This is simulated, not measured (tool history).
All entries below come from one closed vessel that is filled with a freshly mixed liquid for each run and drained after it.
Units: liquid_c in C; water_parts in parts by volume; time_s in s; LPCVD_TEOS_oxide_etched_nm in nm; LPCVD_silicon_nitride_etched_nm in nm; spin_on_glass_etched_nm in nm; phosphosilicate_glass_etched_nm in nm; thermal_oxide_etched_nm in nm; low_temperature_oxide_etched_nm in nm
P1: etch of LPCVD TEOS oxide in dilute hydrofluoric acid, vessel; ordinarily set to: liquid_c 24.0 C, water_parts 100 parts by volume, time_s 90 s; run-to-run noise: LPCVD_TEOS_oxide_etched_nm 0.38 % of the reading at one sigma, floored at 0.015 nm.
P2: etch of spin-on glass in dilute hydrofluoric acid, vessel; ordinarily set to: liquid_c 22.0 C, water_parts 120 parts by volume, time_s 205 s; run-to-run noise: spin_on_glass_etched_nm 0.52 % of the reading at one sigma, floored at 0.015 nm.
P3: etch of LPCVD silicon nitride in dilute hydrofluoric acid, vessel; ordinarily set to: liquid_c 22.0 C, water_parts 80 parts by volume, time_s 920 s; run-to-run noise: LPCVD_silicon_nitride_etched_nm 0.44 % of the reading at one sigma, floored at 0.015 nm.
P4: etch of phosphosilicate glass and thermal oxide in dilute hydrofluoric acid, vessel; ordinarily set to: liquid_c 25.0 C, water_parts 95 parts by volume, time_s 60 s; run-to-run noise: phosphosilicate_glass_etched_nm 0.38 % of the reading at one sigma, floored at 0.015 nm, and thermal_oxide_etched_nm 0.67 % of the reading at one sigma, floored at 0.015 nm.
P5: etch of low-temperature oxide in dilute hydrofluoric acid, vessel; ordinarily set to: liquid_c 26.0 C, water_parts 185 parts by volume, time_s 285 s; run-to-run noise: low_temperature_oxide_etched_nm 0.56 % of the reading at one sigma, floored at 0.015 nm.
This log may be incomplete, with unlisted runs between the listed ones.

| run | day | process | liquid_c | water_parts | time_s | hours since the thermometer was replaced | hours since the hydrofluoric acid flow meter was replaced | LPCVD_TEOS_oxide_etched_nm | LPCVD_silicon_nitride_etched_nm | spin_on_glass_etched_nm | phosphosilicate_glass_etched_nm | thermal_oxide_etched_nm | low_temperature_oxide_etched_nm |
|---|---|---|---|---|---|---|---|---|---|---|---|---|---|
| 1 | 0.246 | P1 | 24.0 | 100 | 90 | 87.2 | 702.9 | 15.0680 |  |  |  |  |  |
| 2 | 0.662 | P1 | 28.5 | 135 | 90 | 97.2 | 712.9 | 12.6100 |  |  |  |  |  |
| 3 | 1.100 | P3 | 22.0 | 80 | 1395 | 107.7 | 723.4 |  | 7.1763 |  |  |  |  |
| 4 | 1.512 | P1 | 24.0 | 100 | 90 | 117.6 | 733.3 | 15.0680 |  |  |  |  |  |
| 5 | 1.858 | P3 | 22.0 | 80 | 920 | 125.9 | 741.6 |  | 4.7260 |  |  |  |  |
| 6 | 2.092 | P1 | 24.0 | 175 | 90 | 131.5 | 747.2 | 7.8360 |  |  |  |  |  |
| 7 | 2.329 | P2 | 27.5 | 120 | 205 | 137.2 | 752.9 |  |  | 53.120 |  |  |  |
| 8 | 2.638 | P4 | 25.0 | 95 | 60 | 144.6 | 760.3 |  |  |  | 92.794 | 3.0524 |  |
| 9 | 3.004 | P1 | 24.0 | 100 | 90 | 153.4 | 769.1 | 14.9220 |  |  |  |  |  |
| 10 | 3.254 | P2 | 22.0 | 120 | 205 | 159.4 | 775.1 |  |  | 42.872 |  |  |  |
| 11 | 3.454 | P1 | 31.5 | 100 | 90 | 164.2 | 779.9 | 19.7520 |  |  |  |  |  |
| 12 | 3.696 | P4 | 25.0 | 140 | 60 | 170.0 | 785.7 |  |  |  | 59.267 | 1.9782 |  |
|  | 4.050 | thermometer replaced |
| 13 | 4.062 | P5 | 26.0 | 260 | 285 | 0.4 | 794.5 |  |  |  |  |  | 24.043 |
| 14 | 4.300 | P1 | 18.0 | 100 | 90 | 6.1 | 800.2 | 11.7290 |  |  |  |  |  |
| 15 | 4.625 | P2 | 22.0 | 120 | 30 | 13.9 | 808.0 |  |  | 6.275 |  |  |  |
| 16 | 5.062 | P5 | 26.0 | 185 | 285 | 24.4 | 818.5 |  |  |  |  |  | 36.674 |
| 17 | 5.442 | P4 | 32.5 | 95 | 60 | 33.5 | 827.6 |  |  |  | 123.090 | 4.1126 |  |
| 18 | 5.771 | P5 | 32.5 | 185 | 285 | 41.4 | 835.5 |  |  |  |  |  | 45.914 |
| 19 | 6.154 | P4 | 25.0 | 95 | 95 | 50.6 | 844.7 |  |  |  | 147.200 | 4.8937 |  |
| 20 | 6.554 | P4 | 25.0 | 95 | 60 | 60.2 | 854.3 |  |  |  | 93.088 | 3.0909 |  |
| 21 | 6.825 | P5 | 26.0 | 185 | 485 | 66.7 | 860.8 |  |  |  |  |  | 62.073 |
| 22 | 7.154 | P1 | 24.0 | 100 | 90 | 74.6 | 868.7 | 14.9850 |  |  |  |  |  |
| 23 | 7.421 | P3 | 22.0 | 40 | 920 | 81.0 | 875.1 |  | 9.2771 |  |  |  |  |
| 24 | 7.633 | P1 | 24.0 | 100 | 30 | 86.1 | 880.2 | 4.9777 |  |  |  |  |  |
| 25 | 7.842 | P3 | 30.0 | 80 | 920 | 91.1 | 885.2 |  | 7.9466 |  |  |  |  |
| 26 | 8.067 | P3 | 22.0 | 80 | 920 | 96.5 | 890.6 |  | 4.7191 |  |  |  |  |
| 27 | 8.388 | P2 | 22.0 | 35 | 205 | 104.2 | 898.3 |  |  | 163.060 |  |  |  |
| 28 | 8.833 | P2 | 22.0 | 120 | 205 | 114.9 | 909.0 |  |  | 42.719 |  |  |  |
| 29 | 9.083 | P1 | 24.0 | 100 | 90 | 120.9 | 915.0 | 14.9440 |  |  |  |  |  |
| 30 | 9.329 | P1 | 24.0 | 100 | 165 | 126.8 | 920.9 | 27.2470 |  |  |  |  |  |
| 31 | 9.621 | P1 | 24.0 | 50 | 90 | 133.8 | 927.9 | 31.9420 |  |  |  |  |  |
| 32 | 10.083 | P1 | 24.0 | 100 | 90 | 144.9 | 939.0 | 14.9430 |  |  |  |  |  |
| 33 | 10.504 | P1 | 24.0 | 100 | 90 | 155.0 | 949.1 | 14.5010 |  |  |  |  |  |
| 34 | 10.825 | P1 | 24.0 | 100 | 90 | 162.7 | 956.8 | 14.2790 |  |  |  |  |  |
| 35 | 11.092 | P1 | 24.0 | 100 | 90 | 169.1 | 963.2 | 14.2350 |  |  |  |  |  |
| 36 | 11.312 | P1 | 24.0 | 100 | 90 | 174.4 | 968.5 | 14.1140 |  |  |  |  |  |
| 37 | 11.592 | P1 | 24.0 | 100 | 90 | 181.1 | 975.2 | 14.1080 |  |  |  |  |  |
| 38 | 12.004 | P1 | 24.0 | 100 | 90 | 191.0 | 985.1 | 14.0410 |  |  |  |  |  |
| 39 | 12.425 | P1 | 24.0 | 100 | 90 | 201.1 | 995.2 | 14.1290 |  |  |  |  |  |

What P1 gives has crept away from where it was. These 2 causes fit the log equally well, each at the size given:
A: hydrofluoric acid flow below the setpoint (%) = 5.35
B: liquid colder than its thermometer reads (K) = 1.56
The creep began at about day 10.083.

4 check runs are offered, one wafer each, their results left as question marks. Which one tells the causes apart?
| check 1 | 12.846 | P5 | 26.0 | 185 | 285 |  |  |  |  |  |  |  | ? |
| check 2 | 12.846 | P2 | 22.0 | 120 | 205 |  |  |  |  | ? |  |  |  |
| check 3 | 12.846 | P3 | 22.0 | 80 | 920 |  |  |  | ? |  |  |  |  |
| check 4 | 12.846 | P4 | 25.0 | 95 | 60 |  |  |  |  |  | ? | ? |  |

Predicted outcomes, by check and by cause:
| check | result | if A | if B |
|---|---|---|---|
| check 1 | low_temperature_oxide_etched_nm | 34.066 | 34.388 |
| check 2 | spin_on_glass_etched_nm | 40.296 | 40.300 |
| check 3 | LPCVD_silicon_nitride_etched_nm | 4.4637 | 4.2370 |
| check 4 | phosphosilicate_glass_etched_nm | 87.281 | 87.268 |
| check 4 | thermal_oxide_etched_nm | 2.8948 | 2.8944 |
Per-check spread between the two closest causes, in the result where they differ most: check 1 0.94 %; check 2 0.01 %; check 3 5.21 %; check 4 0.01 %
Check 3 tells the causes apart: in the others they would give nearly the same result.

Then check 3 was run and gave: LPCVD_silicon_nitride_etched_nm 4.2608 nm. Which cause is it?

It was cause B: liquid colder than its thermometer reads (K).

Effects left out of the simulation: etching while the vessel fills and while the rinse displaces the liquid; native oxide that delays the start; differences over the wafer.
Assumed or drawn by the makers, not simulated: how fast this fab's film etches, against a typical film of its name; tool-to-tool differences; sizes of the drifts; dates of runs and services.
